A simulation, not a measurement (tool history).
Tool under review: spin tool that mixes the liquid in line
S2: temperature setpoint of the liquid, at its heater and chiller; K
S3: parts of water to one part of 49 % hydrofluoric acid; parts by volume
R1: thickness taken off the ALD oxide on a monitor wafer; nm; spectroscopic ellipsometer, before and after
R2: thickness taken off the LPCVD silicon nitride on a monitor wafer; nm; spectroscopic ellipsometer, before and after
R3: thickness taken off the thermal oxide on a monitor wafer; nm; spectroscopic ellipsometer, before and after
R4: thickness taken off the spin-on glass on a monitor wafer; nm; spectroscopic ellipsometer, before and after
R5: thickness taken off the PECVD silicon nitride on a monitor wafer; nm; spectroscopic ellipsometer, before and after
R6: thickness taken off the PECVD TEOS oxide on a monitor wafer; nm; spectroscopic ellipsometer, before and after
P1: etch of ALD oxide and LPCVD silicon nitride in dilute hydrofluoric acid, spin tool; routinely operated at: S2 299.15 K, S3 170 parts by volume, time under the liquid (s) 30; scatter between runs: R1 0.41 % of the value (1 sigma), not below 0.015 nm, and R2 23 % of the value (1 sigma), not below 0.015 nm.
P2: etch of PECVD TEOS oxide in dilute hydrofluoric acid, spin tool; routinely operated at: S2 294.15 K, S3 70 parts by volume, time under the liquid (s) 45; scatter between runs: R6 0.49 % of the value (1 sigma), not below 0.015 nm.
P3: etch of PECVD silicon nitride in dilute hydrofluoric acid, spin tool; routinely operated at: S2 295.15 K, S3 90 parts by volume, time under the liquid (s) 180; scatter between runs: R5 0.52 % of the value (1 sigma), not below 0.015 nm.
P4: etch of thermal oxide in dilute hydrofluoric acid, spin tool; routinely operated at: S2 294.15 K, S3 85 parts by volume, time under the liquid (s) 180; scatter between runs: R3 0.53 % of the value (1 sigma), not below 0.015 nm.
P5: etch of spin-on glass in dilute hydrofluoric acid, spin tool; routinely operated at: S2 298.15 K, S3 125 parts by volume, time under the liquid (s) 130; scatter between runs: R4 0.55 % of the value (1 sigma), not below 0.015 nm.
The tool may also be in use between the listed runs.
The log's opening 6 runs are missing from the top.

run 7 hour=88.8 | process_that_ran=P5 S2=305.15 S3=125 time_under_the_liquid_(s)=130 | R4=66.283
run 8 hour=103.5 | process_that_ran=P1 S2=299.15 S3=235 time_under_the_liquid_(s)=30 | R1=3.6337 R2=0.069108
run 9 hour=117 | process_that_ran=P1 S2=299.15 S3=170 time_under_the_liquid_(s)=30 | R1=5.3634 R2=0.089238
run 10 hour=124.8 | process_that_ran=P1 S2=299.15 S3=170 time_under_the_liquid_(s)=55 | R1=9.8492 R2=0.19921
run 11 hour=136 | process_that_ran=P4 S2=294.15 S3=85 time_under_the_liquid_(s)=180 | R3=9.0299
run 12 hour=150.3 | process_that_ran=P3 S2=295.15 S3=155 time_under_the_liquid_(s)=180 | R5=3.1136
run 13 hour=164.9 | process_that_ran=P2 S2=301.65 S3=70 time_under_the_liquid_(s)=45 | R6=9.3816
run 14 hour=177.3 | process_that_ran=P2 S2=294.15 S3=70 time_under_the_liquid_(s)=85 | R6=13.06
run 15 hour=194.3 | process_that_ran=P4 S2=294.15 S3=85 time_under_the_liquid_(s)=350 | R3=17.571
run 16 hour=208.7 | process_that_ran=P1 S2=299.15 S3=170 time_under_the_liquid_(s)=30 | R1=5.359 R2=0.15254
run 17 hour=224.6 | process_that_ran=P2 S2=294.15 S3=70 time_under_the_liquid_(s)=45 | R6=6.9143
run 18 hour=232.4 | process_that_ran=P1 S2=306.65 S3=170 time_under_the_liquid_(s)=30 | R1=6.9815 R2=0.17494
run 19 hour=248.7 | process_that_ran=P1 S2=299.15 S3=90 time_under_the_liquid_(s)=30 | R1=11.115 R2=0.20511
run 20 hour=258.2 | process_that_ran=P4 S2=290.15 S3=85 time_under_the_liquid_(s)=180 | R3=7.6403
run 21 hour=266.7 | process_that_ran=P3 S2=290.15 S3=90 time_under_the_liquid_(s)=180 | R5=3.8221

What does the tool deliver on the next run?
run 22 hour=280.4 | process_that_ran=P3 S2=295.15 S3=90 time_under_the_liquid_(s)=180 | R5=?

R5: 5.3762 nm
